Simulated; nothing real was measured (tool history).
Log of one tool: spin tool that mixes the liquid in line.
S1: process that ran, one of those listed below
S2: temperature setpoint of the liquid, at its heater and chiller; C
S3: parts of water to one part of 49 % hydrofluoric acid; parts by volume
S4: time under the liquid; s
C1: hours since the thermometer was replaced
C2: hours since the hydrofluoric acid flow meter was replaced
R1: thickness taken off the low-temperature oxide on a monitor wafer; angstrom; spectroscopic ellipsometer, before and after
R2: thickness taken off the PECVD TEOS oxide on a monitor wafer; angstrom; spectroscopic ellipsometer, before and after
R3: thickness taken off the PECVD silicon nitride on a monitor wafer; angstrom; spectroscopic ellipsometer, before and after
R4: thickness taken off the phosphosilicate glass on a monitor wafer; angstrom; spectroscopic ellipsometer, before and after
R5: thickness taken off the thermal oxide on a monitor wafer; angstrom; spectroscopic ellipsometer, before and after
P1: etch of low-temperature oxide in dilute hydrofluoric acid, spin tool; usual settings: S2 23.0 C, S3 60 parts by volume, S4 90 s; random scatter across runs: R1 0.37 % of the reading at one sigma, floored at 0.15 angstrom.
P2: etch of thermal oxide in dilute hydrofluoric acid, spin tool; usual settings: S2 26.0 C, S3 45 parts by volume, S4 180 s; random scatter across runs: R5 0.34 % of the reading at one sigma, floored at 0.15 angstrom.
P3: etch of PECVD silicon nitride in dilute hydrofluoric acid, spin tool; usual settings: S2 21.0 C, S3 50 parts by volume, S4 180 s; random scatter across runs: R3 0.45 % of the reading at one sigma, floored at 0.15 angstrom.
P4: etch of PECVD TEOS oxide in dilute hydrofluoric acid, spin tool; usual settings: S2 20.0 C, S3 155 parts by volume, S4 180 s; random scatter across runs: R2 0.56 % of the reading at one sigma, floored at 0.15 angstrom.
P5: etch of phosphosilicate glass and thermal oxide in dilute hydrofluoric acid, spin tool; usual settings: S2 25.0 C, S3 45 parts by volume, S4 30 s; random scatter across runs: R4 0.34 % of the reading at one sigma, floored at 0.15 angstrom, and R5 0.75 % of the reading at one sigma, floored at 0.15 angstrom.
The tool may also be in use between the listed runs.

| run | hour | S1 | S2 | S3 | S4 | C1 | C2 | R1 | R2 | R3 | R4 | R5 |
|---|---|---|---|---|---|---|---|---|---|---|---|---|
| 1 | 3.3 | P1 | 23.0 | 60 | 90 | 463.5 | 532.1 | 402.71 |  |  |  |  |
| 2 | 6.8 | P1 | 23.0 | 60 | 90 | 467.0 | 535.6 | 404.66 |  |  |  |  |
| 3 | 14.3 | P1 | 27.0 | 35 | 90 | 474.5 | 543.1 | 848.16 |  |  |  |  |
| 4 | 20.0 | P4 | 25.0 | 155 | 180 | 480.2 | 548.8 |  | 169.990 |  |  |  |
| 5 | 24.2 | P1 | 23.0 | 30 | 90 | 484.4 | 553.0 | 843.26 |  |  |  |  |
| 6 | 30.8 | P3 | 17.0 | 50 | 180 | 491.0 | 559.6 |  |  | 44.714 |  |  |
| 7 | 35.9 | P3 | 21.0 | 20 | 180 | 496.1 | 564.7 |  |  | 143.080 |  |  |
| 8 | 40.3 | P4 | 20.0 | 155 | 75 | 500.5 | 569.1 |  | 57.920 |  |  |  |
| 9 | 46.9 | P5 | 25.0 | 45 | 30 | 507.1 | 575.7 |  |  |  | 681.51 | 35.856 |
| 10 | 52.5 | P1 | 23.0 | 60 | 90 | 512.7 | 581.3 | 403.72 |  |  |  |  |
| 11 | 59.4 | P1 | 23.0 | 60 | 90 | 519.6 | 588.2 | 404.99 |  |  |  |  |
| 12 | 63.8 | P1 | 23.0 | 60 | 170 | 524.0 | 592.6 | 763.08 |  |  |  |  |
| 13 | 71.0 | P2 | 26.0 | 45 | 180 | 531.2 | 599.8 |  |  |  |  | 215.640 |
| 14 | 74.3 | P1 | 23.0 | 60 | 90 | 534.5 | 603.1 | 404.13 |  |  |  |  |
| 15 | 80.6 | P5 | 25.0 | 20 | 30 | 540.8 | 609.4 |  |  |  | 1590.00 | 83.911 |
| 16 | 86.4 | P1 | 28.5 | 60 | 90 | 546.6 | 615.2 | 505.13 |  |  |  |  |
| 17 | 92.7 | P1 | 23.0 | 60 | 90 | 552.9 | 621.5 | 402.75 |  |  |  |  |
| 18 | 98.7 | P2 | 26.0 | 45 | 20 | 558.9 | 627.5 |  |  |  |  | 23.897 |
| 19 | 104.4 | P2 | 26.0 | 20 | 180 | 564.6 | 633.2 |  |  |  |  | 503.340 |
| 20 | 109.9 | P4 | 20.0 | 155 | 180 | 570.1 | 638.7 |  | 139.450 |  |  |  |
| 21 | 116.6 | P1 | 30.5 | 25 | 90 | 576.8 | 645.4 | 1390.10 |  |  |  |  |
| 22 | 124.2 | P5 | 25.0 | 45 | 15 | 584.4 | 653.0 |  |  |  | 342.16 | 17.934 |
| 23 | 131.1 | P3 | 21.0 | 50 | 360 | 591.3 | 659.9 |  |  | 118.240 |  |  |
| 24 | 135.3 | P1 | 17.0 | 60 | 90 | 595.5 | 664.1 | 312.39 |  |  |  |  |
| 25 | 142.8 | P5 | 18.0 | 45 | 30 | 603.0 | 671.6 |  |  |  | 507.15 | 26.810 |
|  | 146.5 | thermometer replaced |
| 26 | 148.0 | P2 | 26.0 | 45 | 180 | 1.5 | 676.8 |  |  |  |  | 216.370 |
| 27 | 152.9 | P1 | 28.5 | 60 | 20 | 6.4 | 681.7 | 111.77 |  |  |  |  |
| 28 | 157.8 | P4 | 20.0 | 225 | 180 | 11.3 | 686.6 |  | 89.578 |  |  |  |
| 29 | 162.2 | P2 | 31.0 | 45 | 180 | 15.7 | 691.0 |  |  |  |  | 261.870 |
| 30 | 167.0 | P3 | 21.0 | 50 | 180 | 20.5 | 695.8 |  |  | 59.437 |  |  |
| 31 | 172.5 | P1 | 23.0 | 60 | 90 | 26.0 | 701.3 | 403.53 |  |  |  |  |
| 32 | 177.4 | P1 | 23.0 | 60 | 35 | 30.9 | 706.2 | 156.61 |  |  |  |  |
| 33 | 181.7 | P1 | 23.0 | 95 | 90 | 35.2 | 710.5 | 244.39 |  |  |  |  |
| 34 | 188.5 | P1 | 23.0 | 60 | 90 | 42.0 | 717.3 | 404.19 |  |  |  |  |
| 35 | 195.1 | P1 | 23.0 | 60 | 90 | 48.6 | 723.9 | 385.96 |  |  |  |  |
| 36 | 200.4 | P1 | 23.0 | 60 | 90 | 53.9 | 729.2 | 375.94 |  |  |  |  |
| 37 | 204.7 | P1 | 23.0 | 60 | 90 | 58.2 | 733.5 | 377.15 |  |  |  |  |
| 38 | 209.3 | P1 | 23.0 | 60 | 90 | 62.8 | 738.1 | 371.82 |  |  |  |  |
| 39 | 213.9 | P1 | 23.0 | 60 | 90 | 67.4 | 742.7 | 371.66 |  |  |  |  |
| 40 | 219.5 | P1 | 23.0 | 60 | 90 | 73.0 | 748.3 | 368.13 |  |  |  |  |

Something has made what P1 gives creep away from where it was; the 2 causes below, each at its own stated size, fit the log equally well:
A: liquid colder than its thermometer reads (K) = 2.14
B: hydrofluoric acid flow below the setpoint (%) = 7.9
The onset of the drift is placed at about hour 188.5.

Listed below are the offered check runs, one wafer per run, with question marks in place of results. For which of them would the causes give clearly different outcomes?
| check 1 | 225.1 | P2 | 26.0 | 45 | 180 |  |  |  |  |  |  | ? |
| check 2 | 225.1 | P4 | 20.0 | 155 | 180 |  |  |  | ? |  |  |  |
| check 3 | 225.1 | P5 | 25.0 | 45 | 30 |  |  |  |  |  | ? | ? |
| check 4 | 225.1 | P3 | 21.0 | 50 | 180 |  |  |  |  | ? |  |  |

Outcome of each check run for each possible cause:
| check | result | if A | if B |
|---|---|---|---|
| check 1 | R5 | 197.670 | 197.680 |
| check 2 | R2 | 129.030 | 127.730 |
| check 3 | R4 | 625.44 | 626.01 |
| check 3 | R5 | 32.669 | 32.699 |
| check 4 | R3 | 51.192 | 54.824 |
Distance between the nearest two causes, measured in the result of the check that separates them most: check 1 0.01 %; check 2 1.02 %; check 3 0.09 %; check 4 6.85 %
Only in check 4 would the causes give clearly different results; in the remaining checks their results would be nearly the same.

The results of check 4 are: R3 54.691 angstrom. Based on these, which of the listed causes is it?

B is the cause: hydrofluoric acid flow below the setpoint (%).
